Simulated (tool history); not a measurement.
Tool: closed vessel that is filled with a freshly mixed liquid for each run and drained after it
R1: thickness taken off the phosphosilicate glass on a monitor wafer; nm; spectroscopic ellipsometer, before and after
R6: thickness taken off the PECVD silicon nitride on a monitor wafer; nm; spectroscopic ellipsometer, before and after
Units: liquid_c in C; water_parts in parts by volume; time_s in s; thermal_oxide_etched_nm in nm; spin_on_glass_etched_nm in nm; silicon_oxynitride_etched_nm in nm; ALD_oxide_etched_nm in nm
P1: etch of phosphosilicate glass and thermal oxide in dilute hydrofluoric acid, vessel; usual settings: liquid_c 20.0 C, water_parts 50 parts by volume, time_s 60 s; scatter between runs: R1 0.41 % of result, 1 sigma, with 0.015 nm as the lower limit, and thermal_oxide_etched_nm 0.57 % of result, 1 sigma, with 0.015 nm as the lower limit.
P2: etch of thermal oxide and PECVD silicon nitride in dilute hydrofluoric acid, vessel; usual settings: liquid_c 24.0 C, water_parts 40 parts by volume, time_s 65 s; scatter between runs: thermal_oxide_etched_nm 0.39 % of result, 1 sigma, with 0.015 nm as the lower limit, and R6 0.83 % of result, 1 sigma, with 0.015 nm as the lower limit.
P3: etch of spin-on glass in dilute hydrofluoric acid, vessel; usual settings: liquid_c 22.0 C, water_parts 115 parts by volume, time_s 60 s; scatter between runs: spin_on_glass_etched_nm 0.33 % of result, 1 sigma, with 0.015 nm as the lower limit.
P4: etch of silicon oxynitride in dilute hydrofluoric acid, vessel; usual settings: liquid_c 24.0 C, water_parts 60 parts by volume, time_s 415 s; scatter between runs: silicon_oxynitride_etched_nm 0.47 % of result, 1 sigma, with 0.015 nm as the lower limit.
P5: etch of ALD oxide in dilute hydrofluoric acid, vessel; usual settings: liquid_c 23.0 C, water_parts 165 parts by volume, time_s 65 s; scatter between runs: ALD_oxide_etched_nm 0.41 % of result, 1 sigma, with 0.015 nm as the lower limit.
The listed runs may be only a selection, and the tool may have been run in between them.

Run 1, hour 10.7: process P1, liquid_c 20.0 C, water_parts 50 parts by volume, time_s 60 s. Result: R1 134.670 nm, thermal_oxide_etched_nm 4.9857 nm.
Run 2, hour 23.2: process P3, liquid_c 22.0 C, water_parts 115 parts by volume, time_s 60 s. Result: spin_on_glass_etched_nm 26.923 nm.
Run 3, hour 32.7: process P1, liquid_c 20.0 C, water_parts 50 parts by volume, time_s 30 s. Result: R1 67.085 nm, thermal_oxide_etched_nm 2.4576 nm.
Run 4, hour 46.0: process P1, liquid_c 20.0 C, water_parts 50 parts by volume, time_s 60 s. Result: R1 134.980 nm, thermal_oxide_etched_nm 4.9490 nm.
Run 5, hour 53.9: process P4, liquid_c 31.0 C, water_parts 60 parts by volume, time_s 415 s. Result: silicon_oxynitride_etched_nm 34.328 nm.
Run 6, hour 61.0: process P4, liquid_c 24.0 C, water_parts 60 parts by volume, time_s 415 s. Result: silicon_oxynitride_etched_nm 24.731 nm.
Run 7, hour 73.2: process P4, liquid_c 24.0 C, water_parts 100 parts by volume, time_s 415 s. Result: silicon_oxynitride_etched_nm 14.287 nm.
Run 8, hour 85.9: process P1, liquid_c 26.5 C, water_parts 50 parts by volume, time_s 60 s. Result: R1 176.010 nm, thermal_oxide_etched_nm 6.4823 nm.
Run 9, hour 95.3: process P3, liquid_c 28.0 C, water_parts 115 parts by volume, time_s 60 s. Result: spin_on_glass_etched_nm 33.966 nm.
Run 10, hour 107.8: process P1, liquid_c 20.0 C, water_parts 50 parts by volume, time_s 60 s. Result: R1 134.840 nm, thermal_oxide_etched_nm 4.9974 nm.
Run 11, hour 116.1: process P1, liquid_c 17.0 C, water_parts 50 parts by volume, time_s 60 s. Result: R1 118.400 nm, thermal_oxide_etched_nm 4.3431 nm.
Run 12, hour 123.4: process P1, liquid_c 20.0 C, water_parts 50 parts by volume, time_s 60 s. Result: R1 135.000 nm, thermal_oxide_etched_nm 4.9673 nm.
Run 13, hour 134.4: process P1, liquid_c 20.0 C, water_parts 50 parts by volume, time_s 105 s. Result: R1 235.280 nm, thermal_oxide_etched_nm 8.7382 nm.
Run 14, hour 147.5: process P5, liquid_c 23.0 C, water_parts 35 parts by volume, time_s 65 s. Result: ALD_oxide_etched_nm 37.9990 nm.
Run 15, hour 159.8: process P1, liquid_c 20.0 C, water_parts 50 parts by volume, time_s 60 s. Result: R1 134.490 nm, thermal_oxide_etched_nm 4.9231 nm.
Run 16, hour 170.9: process P2, liquid_c 24.0 C, water_parts 20 parts by volume, time_s 65 s. Result: thermal_oxide_etched_nm 17.3870 nm, R6 6.1299 nm.
Run 17, hour 180.1: process P5, liquid_c 23.0 C, water_parts 165 parts by volume, time_s 65 s. Result: ALD_oxide_etched_nm 6.8999 nm.
Run 18, hour 192.3: process P3, liquid_c 22.0 C, water_parts 115 parts by volume, time_s 30 s. Result: spin_on_glass_etched_nm 13.504 nm.
Run 19, hour 199.4: process P1, liquid_c 20.0 C, water_parts 50 parts by volume, time_s 60 s. Result: R1 135.730 nm, thermal_oxide_etched_nm 4.9915 nm.
Run 20, hour 210.2: process P5, liquid_c 31.0 C, water_parts 165 parts by volume, time_s 65 s. Result: ALD_oxide_etched_nm 9.2273 nm.
Run 21, hour 219.9: process P5, liquid_c 23.0 C, water_parts 165 parts by volume, time_s 30 s. Result: ALD_oxide_etched_nm 3.1995 nm.
Run 22, hour 231.5: process P2, liquid_c 32.0 C, water_parts 40 parts by volume, time_s 65 s. Result: thermal_oxide_etched_nm 11.7430 nm, R6 5.3635 nm.
Run 23, hour 238.8: process P4, liquid_c 24.0 C, water_parts 60 parts by volume, time_s 650 s. Result: silicon_oxynitride_etched_nm 38.811 nm.
Run 24, hour 245.1: process P1, liquid_c 17.0 C, water_parts 50 parts by volume, time_s 30 s. Result: R1 58.853 nm, thermal_oxide_etched_nm 2.1927 nm.
Run 25, hour 255.4: process P3, liquid_c 22.0 C, water_parts 30 parts by volume, time_s 60 s. Result: spin_on_glass_etched_nm 114.800 nm.
Run 26, hour 264.0: process P2, liquid_c 24.0 C, water_parts 40 parts by volume, time_s 30 s. Result: thermal_oxide_etched_nm 3.9674 nm, R6 1.4518 nm.
Run 27, hour 274.6: process P2, liquid_c 24.0 C, water_parts 40 parts by volume, time_s 65 s. Result: thermal_oxide_etched_nm 8.5356 nm, R6 3.1674 nm.
Run 28, hour 280.7: process P1, liquid_c 20.0 C, water_parts 75 parts by volume, time_s 60 s. Result: R1 87.052 nm, thermal_oxide_etched_nm 3.1947 nm.
Run 29, hour 286.8: process P2, liquid_c 24.0 C, water_parts 40 parts by volume, time_s 65 s. Result: thermal_oxide_etched_nm 8.4676 nm, R6 3.1791 nm.
Run 30, hour 299.5: process P1, liquid_c 20.0 C, water_parts 20 parts by volume, time_s 60 s. Result: R1 350.880 nm, thermal_oxide_etched_nm 12.9380 nm.
Run 31, hour 311.8: process P3, liquid_c 22.0 C, water_parts 115 parts by volume, time_s 60 s. Result: spin_on_glass_etched_nm 26.879 nm.

Run 32 is up next; what results do you expect?
Run 32, hour 324.1: process P1, liquid_c 20.0 C, water_parts 50 parts by volume, time_s 60 s. Result: R1 ?, thermal_oxide_etched_nm ?.

R1: 135.390 nm
thermal_oxide_etched_nm: 5.0235 nm
